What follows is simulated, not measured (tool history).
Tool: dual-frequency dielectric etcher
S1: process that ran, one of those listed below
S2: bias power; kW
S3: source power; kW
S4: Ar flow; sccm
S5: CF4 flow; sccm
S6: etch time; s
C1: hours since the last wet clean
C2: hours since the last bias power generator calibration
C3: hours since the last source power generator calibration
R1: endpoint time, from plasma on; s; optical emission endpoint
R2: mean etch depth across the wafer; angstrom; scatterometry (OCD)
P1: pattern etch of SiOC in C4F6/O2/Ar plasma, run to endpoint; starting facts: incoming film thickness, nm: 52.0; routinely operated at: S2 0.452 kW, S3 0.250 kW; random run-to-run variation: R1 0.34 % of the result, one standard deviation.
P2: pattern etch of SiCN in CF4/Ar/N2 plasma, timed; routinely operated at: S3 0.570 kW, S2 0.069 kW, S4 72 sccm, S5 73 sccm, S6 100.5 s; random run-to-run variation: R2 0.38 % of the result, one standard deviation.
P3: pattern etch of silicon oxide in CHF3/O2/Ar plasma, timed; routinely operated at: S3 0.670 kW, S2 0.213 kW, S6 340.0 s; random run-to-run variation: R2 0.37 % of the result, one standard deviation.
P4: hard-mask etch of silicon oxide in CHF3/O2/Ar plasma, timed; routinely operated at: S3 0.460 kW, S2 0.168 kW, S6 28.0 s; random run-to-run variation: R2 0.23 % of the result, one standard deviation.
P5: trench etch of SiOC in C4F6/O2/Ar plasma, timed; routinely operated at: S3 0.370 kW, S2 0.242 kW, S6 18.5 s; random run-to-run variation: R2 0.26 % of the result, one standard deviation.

{"run": 1, "day": 0.392, "S1": "P1", "S2": 0.452, "S3": 0.25, "C1": 454.4, "C2": 665.3, "C3": 769.5, "R1": 21.926}
{"run": 2, "day": 0.767, "S1": "P1", "S2": 0.452, "S3": 0.25, "C1": 463.4, "C2": 674.3, "C3": 778.5, "R1": 21.967}
{"run": 3, "day": 1.017, "S1": "P2", "S2": 0.069, "S3": 0.57, "S4": 72, "S5": 73, "S6": 136.5, "C1": 469.4, "C2": 680.3, "C3": 784.5, "R2": 1514.6}
{"run": 4, "day": 1.217, "S1": "P1", "S2": 0.367, "S3": 0.33, "C1": 474.2, "C2": 685.1, "C3": 789.3, "R1": 21.371}
{"run": 5, "day": 1.504, "S1": "P5", "S2": 0.242, "S3": 0.37, "S6": 18.5, "C1": 481.1, "C2": 692.0, "C3": 796.2, "R2": 399.73}
{"run": 6, "day": 1.783, "S1": "P2", "S2": 0.069, "S3": 0.57, "S4": 72, "S5": 73, "S6": 100.5, "C1": 487.8, "C2": 698.7, "C3": 802.9, "R2": 1109.2}
{"run": 7, "day": 2.012, "S1": "P3", "S2": 0.163, "S3": 0.67, "S6": 340.0, "C1": 493.3, "C2": 704.2, "C3": 808.4, "R2": 6544.3}
{"run": 8, "day": 2.379, "S1": "P3", "S2": 0.213, "S3": 0.67, "S6": 340.0, "C1": 502.1, "C2": 713.0, "C3": 817.2, "R2": 7156.1}
{"run": 9, "day": 2.783, "S1": "P1", "S2": 0.352, "S3": 0.25, "C1": 511.8, "C2": 722.7, "C3": 826.9, "R1": 24.066}
{"run": 10, "day": 3.183, "S1": "P2", "S2": 0.069, "S3": 0.57, "S4": 72, "S5": 44, "S6": 100.5, "C1": 521.4, "C2": 732.3, "C3": 836.5, "R2": 1026.2}
{"run": 11, "day": 3.379, "S1": "P4", "S2": 0.168, "S3": 0.46, "S6": 28.0, "C1": 526.1, "C2": 737.0, "C3": 841.2, "R2": 462.04}
{"run": 12, "day": 3.721, "S1": "P1", "S2": 0.452, "S3": 0.15, "C1": 534.3, "C2": 745.2, "C3": 849.4, "R1": 26.466}
{"run": 13, "day": 3.925, "S1": "P3", "S2": 0.213, "S3": 0.67, "S6": 340.0, "C1": 539.2, "C2": 750.1, "C3": 854.3, "R2": 7157.3}
{"run": 14, "day": 4.254, "S1": "P5", "S2": 0.242, "S3": 0.37, "S6": 12.0, "C1": 547.1, "C2": 758.0, "C3": 862.2, "R2": 260.75}
{"run": 15, "day": 4.438, "S1": "P4", "S2": 0.168, "S3": 0.46, "S6": 28.0, "C1": 551.5, "C2": 762.4, "C3": 866.6, "R2": 464.34}
{"run": 16, "day": 4.683, "S1": "P2", "S2": 0.069, "S3": 0.57, "S4": 72, "S5": 73, "S6": 100.5, "C1": 557.4, "C2": 768.3, "C3": 872.5, "R2": 1113.4}
{"run": 17, "day": 4.867, "S1": "P1", "S2": 0.575, "S3": 0.25, "C1": 561.8, "C2": 772.7, "C3": 876.9, "R1": 19.926}
{"run": 18, "day": 5.104, "S1": "P1", "S2": 0.452, "S3": 0.29, "C1": 567.5, "C2": 778.4, "C3": 882.6, "R1": 20.693}
{"run": 19, "day": 5.471, "S1": "P4", "S2": 0.168, "S3": 0.46, "S6": 40.5, "C1": 576.3, "C2": 787.2, "C3": 891.4, "R2": 670.75}
{"run": 20, "day": 5.846, "S1": "P2", "S2": 0.069, "S3": 0.69, "S4": 72, "S5": 73, "S6": 100.5, "C1": 585.3, "C2": 796.2, "C3": 900.4, "R2": 1318.4}
{"run": 21, "day": 6.121, "S1": "P1", "S2": 0.452, "S3": 0.25, "C1": 591.9, "C2": 802.8, "C3": 907.0, "R1": 21.946}
{"run": 22, "day": 6.388, "S1": "P1", "S2": 0.31, "S3": 0.33, "C1": 598.3, "C2": 809.2, "C3": 913.4, "R1": 22.645}
{"run": 23, "day": 6.788, "S1": "P1", "S2": 0.452, "S3": 0.25, "C1": 607.9, "C2": 818.8, "C3": 923.0, "R1": 21.923}
{"run": 24, "day": 6.983, "S1": "P2", "S2": 0.069, "S3": 0.57, "S4": 92, "S5": 73, "S6": 100.5, "C1": 612.6, "C2": 823.5, "C3": 927.7, "R2": 1068.3}
{"run": 25, "day": 7.283, "S1": "P1", "S2": 0.452, "S3": 0.25, "C1": 619.8, "C2": 830.7, "C3": 934.9, "R1": 21.933}
{"run": 26, "day": 7.696, "S1": "P4", "S2": 0.168, "S3": 0.33, "S6": 28.0, "C1": 629.7, "C2": 840.6, "C3": 944.8, "R2": 408.32}
{"run": 27, "day": 8.008, "S1": "P3", "S2": 0.213, "S3": 0.88, "S6": 340.0, "C1": 637.2, "C2": 848.1, "C3": 952.3, "R2": 7936.0}
{"run": 28, "day": 8.267, "S1": "P1", "S2": 0.536, "S3": 0.34, "C1": 643.4, "C2": 854.3, "C3": 958.5, "R1": 18.424}
{"run": 29, "day": 8.512, "S1": "P4", "S2": 0.116, "S3": 0.46, "S6": 28.0, "C1": 649.3, "C2": 860.2, "C3": 964.4, "R2": 409.93}
{"run": 30, "day": 8.867, "S1": "P5", "S2": 0.242, "S3": 0.44, "S6": 18.5, "C1": 657.8, "C2": 868.7, "C3": 972.9, "R2": 427.67}
{"run": 31, "day": 9.262, "S1": "P5", "S2": 0.242, "S3": 0.37, "S6": 18.5, "C1": 667.3, "C2": 878.2, "C3": 982.4, "R2": 401.51}
{"run": 32, "day": 9.6, "S1": "P2", "S2": 0.089, "S3": 0.57, "S4": 72, "S5": 73, "S6": 100.5, "C1": 675.4, "C2": 886.3, "C3": 990.5, "R2": 1206.3}
{"run": 33, "day": 9.962, "S1": "P5", "S2": 0.287, "S3": 0.37, "S6": 18.5, "C1": 684.1, "C2": 895.0, "C3": 999.2, "R2": 426.9}
{"run": 34, "day": 10.304, "S1": "P3", "S2": 0.213, "S3": 0.67, "S6": 213.5, "C1": 692.3, "C2": 903.2, "C3": 1007.4, "R2": 4502.1}
{"run": 35, "day": 10.542, "S1": "P1", "S2": 0.452, "S3": 0.25, "C1": 698.0, "C2": 908.9, "C3": 1013.1, "R1": 21.856}
{"run": 36, "day": 10.746, "S1": "P1", "S2": 0.452, "S3": 0.25, "C1": 702.9, "C2": 913.8, "C3": 1018.0, "R1": 21.877}
{"run": 37, "day": 11.062, "S1": "P1", "S2": 0.452, "S3": 0.25, "C1": 710.5, "C2": 921.4, "C3": 1025.6, "R1": 21.934}
{"run": 38, "day": 11.404, "S1": "P1", "S2": 0.452, "S3": 0.25, "C1": 718.7, "C2": 929.6, "C3": 1033.8, "R1": 21.692}
{"run": 39, "day": 11.708, "S1": "P1", "S2": 0.452, "S3": 0.25, "C1": 726.0, "C2": 936.9, "C3": 1041.1, "R1": 21.514}
{"run": 40, "day": 12.096, "S1": "P1", "S2": 0.452, "S3": 0.25, "C1": 735.3, "C2": 946.2, "C3": 1050.4, "R1": 21.59}
{"day": 12.296, "done": "wet clean of the chamber"}
{"run": 41, "day": 12.388, "S1": "P1", "S2": 0.452, "S3": 0.25, "C1": 2.2, "C2": 953.2, "C3": 1057.4, "R1": 21.632}
{"run": 42, "day": 12.704, "S1": "P1", "S2": 0.452, "S3": 0.25, "C1": 9.8, "C2": 960.8, "C3": 1065.0, "R1": 21.55}
{"run": 43, "day": 12.992, "S1": "P1", "S2": 0.452, "S3": 0.25, "C1": 16.7, "C2": 967.7, "C3": 1071.9, "R1": 21.471}
{"run": 44, "day": 13.338, "S1": "P1", "S2": 0.452, "S3": 0.25, "C1": 25.0, "C2": 976.0, "C3": 1080.2, "R1": 21.459}
{"run": 45, "day": 13.533, "S1": "P1", "S2": 0.452, "S3": 0.25, "C1": 29.7, "C2": 980.7, "C3": 1084.9, "R1": 21.489}
{"run": 46, "day": 13.738, "S1": "P1", "S2": 0.452, "S3": 0.25, "C1": 34.6, "C2": 985.6, "C3": 1089.8, "R1": 21.465}

P1 no longer gives what it gave before; its output has crept away from where it was. The following 2 causes, each at its listed size, fit the log equally well:
A: bias power that arrives over what is set, % = 4.61
B: source power that arrives over what is set, % = 4.74
The onset of the drift is placed at about day 11.062.
Why every other cause is out:
chamber walls in a state that raises the etch rate, %: its service at day 12.296 followed the start of the drift and did not put the process back to its old value

The check runs listed below each take one wafer, and their results are still question marks. Under which run would the listed causes lead to clearly different results?
{"run": "check 1", "day": 13.942, "S1": "P5", "S2": 0.242, "S3": 0.37, "S6": 18.5, "R2": "?"}
{"run": "check 2", "day": 13.942, "S1": "P4", "S2": 0.168, "S3": 0.46, "S6": 28.0, "R2": "?"}
{"run": "check 3", "day": 13.942, "S1": "P3", "S2": 0.213, "S3": 0.67, "S6": 340.0, "R2": "?"}
{"run": "check 4", "day": 13.942, "S1": "P2", "S2": 0.069, "S3": 0.57, "S4": 72, "S5": 73, "S6": 100.5, "R2": "?"}

How each check would come out, cause by cause:
check=check_1 result=R2 if_A=407.55 if_B=408.53
check=check_2 result=R2 if_A=470.53 if_B=471.66
check=check_3 result=R2 if_A=7284.90 if_B=7299.40
check=check_4 result=R2 if_A=1126.80 if_B=1157.20
Separation of the two closest causes in each check, using whichever result separates them best: check 1 0.24 %; check 2 0.24 %; check 3 0.2 %; check 4 2.66 %
The other checks would show nearly matching results whichever cause is true, so check 4 is the only one that separates the causes.

Running check 4 produced the following: R2 1155.50 angstrom. Which one of the listed causes fits?

It was cause B: source power that arrives over what is set, %.
